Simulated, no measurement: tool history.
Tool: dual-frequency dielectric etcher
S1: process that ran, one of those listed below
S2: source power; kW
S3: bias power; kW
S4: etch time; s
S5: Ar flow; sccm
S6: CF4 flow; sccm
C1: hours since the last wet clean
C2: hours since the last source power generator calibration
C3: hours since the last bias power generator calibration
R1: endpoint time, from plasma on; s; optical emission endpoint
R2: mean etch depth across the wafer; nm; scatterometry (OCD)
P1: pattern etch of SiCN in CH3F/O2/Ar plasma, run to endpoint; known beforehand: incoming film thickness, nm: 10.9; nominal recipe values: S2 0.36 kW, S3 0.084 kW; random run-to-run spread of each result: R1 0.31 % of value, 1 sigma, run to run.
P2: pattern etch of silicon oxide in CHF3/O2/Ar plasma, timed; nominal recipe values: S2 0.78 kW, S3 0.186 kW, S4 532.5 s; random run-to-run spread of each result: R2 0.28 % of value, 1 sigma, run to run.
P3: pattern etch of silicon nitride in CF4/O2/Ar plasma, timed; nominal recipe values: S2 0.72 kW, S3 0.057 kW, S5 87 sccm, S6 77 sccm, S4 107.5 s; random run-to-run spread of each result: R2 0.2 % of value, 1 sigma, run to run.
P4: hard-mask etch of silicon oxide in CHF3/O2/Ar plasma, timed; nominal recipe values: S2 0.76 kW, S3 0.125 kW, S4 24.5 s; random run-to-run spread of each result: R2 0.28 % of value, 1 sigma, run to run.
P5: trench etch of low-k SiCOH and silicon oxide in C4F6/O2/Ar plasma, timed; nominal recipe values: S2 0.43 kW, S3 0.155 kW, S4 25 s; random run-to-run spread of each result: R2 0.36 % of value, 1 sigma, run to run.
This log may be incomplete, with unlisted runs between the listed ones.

run,hour,S1,S2,S3,S4,S5,S6,C1,C2,C3,R1,R2
1,6,P1,0.36,0.084,,,,77.5,2546.3,1384.2,28.466,
2,13.8,P1,0.43,0.055,,,,85.3,2554.1,1392,30.675,
3,18.9,P1,0.36,0.084,,,,90.4,2559.2,1397.1,28.388,
4,29.3,P4,1.04,0.125,24.5,,,100.8,2569.6,1407.5,,55.526
5,34.4,P3,0.72,0.057,107.5,57,77,105.9,2574.7,1412.6,,303.79
6,41.3,P1,0.36,0.06,,,,112.8,2581.6,1419.5,31.934,
7,47.4,P3,0.72,0.057,107.5,87,77,118.9,2587.7,1425.6,,288.98
8,56.6,P3,1.01,0.057,107.5,87,77,128.1,2596.9,1434.8,,386.29
9,61.3,P2,0.78,0.115,532.5,,,132.8,2601.6,1439.5,,1029.1
10,66,P3,0.72,0.046,107.5,87,77,137.5,2606.3,1444.2,,266.22
11,72.3,P5,0.43,0.155,32,,,143.8,2612.6,1450.5,,98.654
12,82.6,P5,0.43,0.155,25,,,154.1,2622.9,1460.8,,77.432
13,87.4,P2,0.78,0.186,532.5,,,158.9,2627.7,1465.6,,1201.2
14,93.4,P4,0.76,0.074,24.5,,,164.9,2633.7,1471.6,,42.273
15,98.5,P3,0.72,0.057,144.5,87,77,170,2638.8,1476.7,,388.46
16,107.3,P1,0.36,0.084,,,,178.8,2647.6,1485.5,28.33,
17,117.5,P2,0.78,0.186,763.5,,,189,2657.8,1495.7,,1727.4
18,125.1,P1,0.46,0.084,,,,196.6,2665.4,1503.3,25.793,
19,134,P4,0.76,0.125,24.5,,,205.5,2674.3,1512.2,,49.415
20,139.5,P1,0.28,0.052,,,,211,2679.8,1517.7,36.918,
21,149.8,P3,0.72,0.057,107.5,87,77,221.3,2690.1,1528,,288.63

Run 22 has not been measured yet. What should we expect?
22,156.9,P5,0.43,0.092,25,,,228.4,2697.2,1535.1,,?

Run 22 measured R2 66.87 nm.
